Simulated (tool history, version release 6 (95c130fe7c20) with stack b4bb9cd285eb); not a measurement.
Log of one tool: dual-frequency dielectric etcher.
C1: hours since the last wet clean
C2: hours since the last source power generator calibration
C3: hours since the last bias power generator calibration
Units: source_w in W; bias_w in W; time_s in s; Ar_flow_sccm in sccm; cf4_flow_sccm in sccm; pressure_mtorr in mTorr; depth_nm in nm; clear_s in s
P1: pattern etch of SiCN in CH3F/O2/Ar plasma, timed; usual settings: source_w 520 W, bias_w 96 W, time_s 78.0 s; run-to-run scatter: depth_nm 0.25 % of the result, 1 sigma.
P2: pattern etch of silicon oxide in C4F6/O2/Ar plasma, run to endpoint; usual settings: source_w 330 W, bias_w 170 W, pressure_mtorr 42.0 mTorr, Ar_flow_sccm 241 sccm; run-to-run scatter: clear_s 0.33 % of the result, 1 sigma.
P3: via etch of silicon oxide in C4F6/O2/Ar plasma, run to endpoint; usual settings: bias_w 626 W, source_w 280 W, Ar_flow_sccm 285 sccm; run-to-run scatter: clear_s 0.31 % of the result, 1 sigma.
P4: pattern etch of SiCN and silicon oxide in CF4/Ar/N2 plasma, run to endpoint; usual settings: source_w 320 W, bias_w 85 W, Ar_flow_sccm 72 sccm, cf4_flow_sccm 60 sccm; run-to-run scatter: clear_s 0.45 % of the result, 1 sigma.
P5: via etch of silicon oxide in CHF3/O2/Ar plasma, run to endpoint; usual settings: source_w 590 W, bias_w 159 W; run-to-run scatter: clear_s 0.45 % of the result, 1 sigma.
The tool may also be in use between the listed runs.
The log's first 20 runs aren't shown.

Run 21, hour 267.9: process P1, source_w 400 W, bias_w 96 W, time_s 78.0 s; C1 663.8; C2 2265.1; C3 2334.5. Result: depth_nm 31.924 nm.
Run 22, hour 276.9: process P4, source_w 320 W, bias_w 85 W, Ar_flow_sccm 72 sccm, cf4_flow_sccm 40 sccm; C1 672.8; C2 2274.1; C3 2343.5. Result: clear_s 13.5190 s.
Run 23, hour 287.5: process P2, source_w 330 W, bias_w 170 W, Ar_flow_sccm 241 sccm, pressure_mtorr 58.5 mTorr; C1 683.4; C2 2284.7; C3 2354.1. Result: clear_s 11.5600 s.
Run 24, hour 300.8: process P1, source_w 520 W, bias_w 96 W, time_s 95.0 s; C1 696.7; C2 2298.0; C3 2367.4. Result: depth_nm 42.879 nm.
Run 25, hour 313.8: process P5, source_w 590 W, bias_w 159 W; C1 709.7; C2 2311.0; C3 2380.4. Result: clear_s 401.1100 s.
At hour 324.2: wet clean of the chamber.
Run 26, hour 331.0: process P3, source_w 390 W, bias_w 626 W, Ar_flow_sccm 285 sccm; C1 6.8; C2 2328.2; C3 2397.6. Result: clear_s 17.3120 s.
Run 27, hour 342.4: process P2, source_w 460 W, bias_w 170 W, Ar_flow_sccm 241 sccm, pressure_mtorr 42.0 mTorr; C1 18.2; C2 2339.6; C3 2409.0. Result: clear_s 9.7416 s.
Run 28, hour 356.5: process P1, source_w 520 W, bias_w 64 W, time_s 78.0 s; C1 32.3; C2 2353.7; C3 2423.1. Result: depth_nm 30.541 nm.

The next listed run, before its measurement:
Run 29, hour 365.5: process P2, source_w 330 W, bias_w 170 W, Ar_flow_sccm 241 sccm, pressure_mtorr 42.0 mTorr; C1 41.3; C2 2362.7; C3 2432.1. Result: clear_s ?.

{"run 29": {"clear_s": 11.11}}
